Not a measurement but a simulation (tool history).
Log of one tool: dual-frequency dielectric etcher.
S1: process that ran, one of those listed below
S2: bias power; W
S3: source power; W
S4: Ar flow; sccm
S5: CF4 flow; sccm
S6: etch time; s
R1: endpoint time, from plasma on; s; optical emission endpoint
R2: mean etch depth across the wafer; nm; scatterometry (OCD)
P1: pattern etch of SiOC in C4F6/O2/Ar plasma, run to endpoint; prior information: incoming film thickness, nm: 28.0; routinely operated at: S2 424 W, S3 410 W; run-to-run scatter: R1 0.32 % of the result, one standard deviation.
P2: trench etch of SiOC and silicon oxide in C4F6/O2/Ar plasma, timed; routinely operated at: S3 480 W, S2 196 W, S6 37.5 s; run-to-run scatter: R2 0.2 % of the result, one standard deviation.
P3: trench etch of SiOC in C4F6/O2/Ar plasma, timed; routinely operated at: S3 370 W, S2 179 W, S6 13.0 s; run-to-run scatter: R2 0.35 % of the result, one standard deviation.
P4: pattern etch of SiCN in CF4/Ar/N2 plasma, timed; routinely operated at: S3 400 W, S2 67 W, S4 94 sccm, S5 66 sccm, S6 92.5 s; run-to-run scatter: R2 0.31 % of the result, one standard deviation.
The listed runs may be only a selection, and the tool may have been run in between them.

run	day	S1	S2	S3	S4	S5	S6	R1	R2
1	0.450	P1	424	410				10.1720	
2	0.929	P4	67	400	129	66	92.5		68.885
3	1.425	P1	424	290				11.5850	
4	2.100	P3	179	510			13.0		29.308
5	2.592	P2	264	480			37.5		95.155
6	3.017	P2	196	480			56.0		129.020
7	3.396	P1	529	410				9.4130	
8	3.800	P3	179	370			13.0		26.107
9	4.392	P1	344	410				10.9450	
10	4.750	P1	424	410				10.1760	
11	5.379	P4	67	400	94	66	92.5		72.120
12	5.900	P1	318	560				9.9713	
# day 6.138: source power generator calibrated
13	6.454	P4	67	400	94	66	133.5		104.390
14	6.812	P4	84	400	94	66	92.5		77.989
15	7.212	P4	67	400	94	45	92.5		68.391
16	7.804	P1	424	410				10.2180	
17	8.296	P2	196	670			37.5		98.535
18	8.892	P3	144	370			13.0		24.121
19	9.658	P4	67	560	94	66	92.5		96.781
20	10.108	P1	424	410				10.1570	
21	10.508	P1	424	410				10.1710	
22	10.958	P2	196	480			37.5		86.082
23	11.725	P1	424	410				10.1810	

Run 24 has not been measured yet. What should we expect?
24	12.350	P1	424	410				?	

{"run 24": {"R1": 10.145}}
